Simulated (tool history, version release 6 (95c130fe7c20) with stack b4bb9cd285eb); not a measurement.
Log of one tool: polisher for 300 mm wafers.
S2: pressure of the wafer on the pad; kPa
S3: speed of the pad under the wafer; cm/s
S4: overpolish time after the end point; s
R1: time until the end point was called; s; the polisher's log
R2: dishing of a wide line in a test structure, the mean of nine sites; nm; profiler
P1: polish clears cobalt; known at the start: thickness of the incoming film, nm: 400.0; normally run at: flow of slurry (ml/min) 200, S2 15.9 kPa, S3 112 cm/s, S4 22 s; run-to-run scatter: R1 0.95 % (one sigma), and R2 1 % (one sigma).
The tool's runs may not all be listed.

Run 1, hour 4.7: flow of slurry (ml/min) 200, S2 15.9 kPa, S3 112 cm/s, S4 22 s. Result: R1 68.627 s, R2 25.295 nm.
Run 2, hour 12.7: flow of slurry (ml/min) 200, S2 15.9 kPa, S3 112 cm/s, S4 22 s. Result: R1 70.717 s, R2 25.597 nm.
Run 3, hour 18.9: flow of slurry (ml/min) 200, S2 15.9 kPa, S3 112 cm/s, S4 22 s. Result: R1 69.736 s, R2 25.597 nm.
Run 4, hour 28.4: flow of slurry (ml/min) 200, S2 15.9 kPa, S3 112 cm/s, S4 22 s. Result: R1 71.187 s, R2 25.79 nm.
At hour 32.2: slurry nozzle cleaned.
Run 5, hour 36.6: flow of slurry (ml/min) 200, S2 15.9 kPa, S3 112 cm/s, S4 40 s. Result: R1 70.447 s, R2 25.326 nm.
Run 6, hour 41.7: flow of slurry (ml/min) 200, S2 21.4 kPa, S3 112 cm/s, S4 10 s. Result: R1 52.43 s, R2 24.492 nm.
Run 7, hour 51.7: flow of slurry (ml/min) 120, S2 15.9 kPa, S3 112 cm/s, S4 22 s. Result: R1 76.88 s, R2 25.831 nm.
Run 8, hour 59.5: flow of slurry (ml/min) 200, S2 15.9 kPa, S3 138 cm/s, S4 10 s. Result: R1 56.363 s, R2 23.962 nm.
Run 9, hour 69: flow of slurry (ml/min) 200, S2 15.9 kPa, S3 50 cm/s, S4 22 s. Result: R1 157.59 s, R2 23.655 nm.
Run 10, hour 77: flow of slurry (ml/min) 200, S2 15.9 kPa, S3 112 cm/s, S4 22 s. Result: R1 70.526 s, R2 25.684 nm.
Run 11, hour 86.8: flow of slurry (ml/min) 200, S2 10.3 kPa, S3 112 cm/s, S4 22 s. Result: R1 105.7 s, R2 25.345 nm.
Run 12, hour 97: flow of slurry (ml/min) 200, S2 15.9 kPa, S3 112 cm/s, S4 22 s. Result: R1 70.729 s, R2 25.332 nm.
At hour 104.3: head pressure recalibrated.
Run 13, hour 104.4: flow of slurry (ml/min) 200, S2 15.9 kPa, S3 112 cm/s, S4 7 s. Result: R1 70.189 s, R2 20.396 nm.
Run 14, hour 112.2: flow of slurry (ml/min) 260, S2 15.9 kPa, S3 112 cm/s, S4 22 s. Result: R1 68.085 s, R2 25.447 nm.
Run 15, hour 119.4: flow of slurry (ml/min) 200, S2 15.9 kPa, S3 112 cm/s, S4 22 s. Result: R1 71.719 s, R2 26.054 nm.
Run 16, hour 124.4: flow of slurry (ml/min) 200, S2 24.1 kPa, S3 112 cm/s, S4 22 s. Result: R1 46.983 s, R2 25.557 nm.
Run 17, hour 134.7: flow of slurry (ml/min) 200, S2 15.9 kPa, S3 174 cm/s, S4 22 s. Result: R1 45.33 s, R2 25.451 nm.
Run 18, hour 140.6: flow of slurry (ml/min) 200, S2 15.9 kPa, S3 112 cm/s, S4 22 s. Result: R1 70.083 s, R2 25.409 nm.
Run 19, hour 147.6: flow of slurry (ml/min) 200, S2 15.9 kPa, S3 112 cm/s, S4 22 s. Result: R1 69.87 s, R2 25.368 nm.
Run 20, hour 152.5: flow of slurry (ml/min) 200, S2 15.9 kPa, S3 112 cm/s, S4 22 s. Result: R1 71.448 s, R2 25.484 nm.
Run 21, hour 162: flow of slurry (ml/min) 200, S2 15.9 kPa, S3 112 cm/s, S4 22 s. Result: R1 72.052 s, R2 25.23 nm.
Run 22, hour 172.3: flow of slurry (ml/min) 200, S2 15.9 kPa, S3 112 cm/s, S4 22 s. Result: R1 73.3 s, R2 25.829 nm.
At hour 173.1: head pressure recalibrated.
Run 23, hour 180.3: flow of slurry (ml/min) 200, S2 15.9 kPa, S3 112 cm/s, S4 22 s. Result: R1 74.007 s, R2 25.274 nm.
Run 24, hour 185.4: flow of slurry (ml/min) 200, S2 15.9 kPa, S3 112 cm/s, S4 22 s. Result: R1 73.363 s, R2 25.503 nm.
Run 25, hour 191.5: flow of slurry (ml/min) 200, S2 15.9 kPa, S3 112 cm/s, S4 22 s. Result: R1 73.61 s, R2 25.637 nm.
Run 26, hour 199: flow of slurry (ml/min) 200, S2 15.9 kPa, S3 112 cm/s, S4 22 s. Result: R1 74.25 s, R2 25.607 nm.
Run 27, hour 203.6: flow of slurry (ml/min) 200, S2 15.9 kPa, S3 112 cm/s, S4 22 s. Result: R1 72.795 s, R2 25.508 nm.
Run 28, hour 210.4: flow of slurry (ml/min) 200, S2 15.9 kPa, S3 112 cm/s, S4 22 s. Result: R1 75.062 s, R2 25.45 nm.
Run 29, hour 220.3: flow of slurry (ml/min) 200, S2 15.9 kPa, S3 112 cm/s, S4 22 s. Result: R1 74.369 s, R2 25.642 nm.

What P1 gives has crept away from where it was. These 2 causes fit the log equally well, each at the size given:
A: removal rate lost through wear of the pad, % = 4.98
B: slurry flow missing at the pad, % = 28
The creep began at about hour 140.6.
Why every other cause is out:
head's pressure below its setpoint, %: serviced at hour 173.1, which brought nothing back

4 check runs are offered, each on 5 wafers whose results are averaged, their results left as question marks. Which one tells the causes apart?
Run check 1, hour 230.2: flow of slurry (ml/min) 200, S2 24.1 kPa, S3 50 cm/s, S4 22 s. Result: R1 ?, R2 ?.
Run check 2, hour 230.2: flow of slurry (ml/min) 120, S2 15.9 kPa, S3 54 cm/s, S4 22 s. Result: R1 ?, R2 ?.
Run check 3, hour 230.2: flow of slurry (ml/min) 200, S2 24.1 kPa, S3 162 cm/s, S4 22 s. Result: R1 ?, R2 ?.
Run check 4, hour 230.2: flow of slurry (ml/min) 200, S2 15.9 kPa, S3 172 cm/s, S4 22 s. Result: R1 ?, R2 ?.

What each check would give under each cause:
  check  result    if A    if B
check 1      R1  108.95  108.95
check 1      R2  24.808  24.808
check 2      R1  167.45  172.58
check 2      R2  22.803  22.597
check 3      R1  33.627  33.627
check 3      R2  25.503  25.503
check 4      R1  48.197  48.197
check 4      R2  25.548  25.548
How far apart the two closest causes lie, in the result that separates them most: check 1 0 %; check 2 3.02 %; check 3 0 %; check 4 0 %
Only check 2 tells the causes apart: in the others they would give nearly the same result.

Check 2 was then run and gave: R1 172.23 s; R2 22.621 nm. Which cause is it?

It is B: slurry flow missing at the pad, %.

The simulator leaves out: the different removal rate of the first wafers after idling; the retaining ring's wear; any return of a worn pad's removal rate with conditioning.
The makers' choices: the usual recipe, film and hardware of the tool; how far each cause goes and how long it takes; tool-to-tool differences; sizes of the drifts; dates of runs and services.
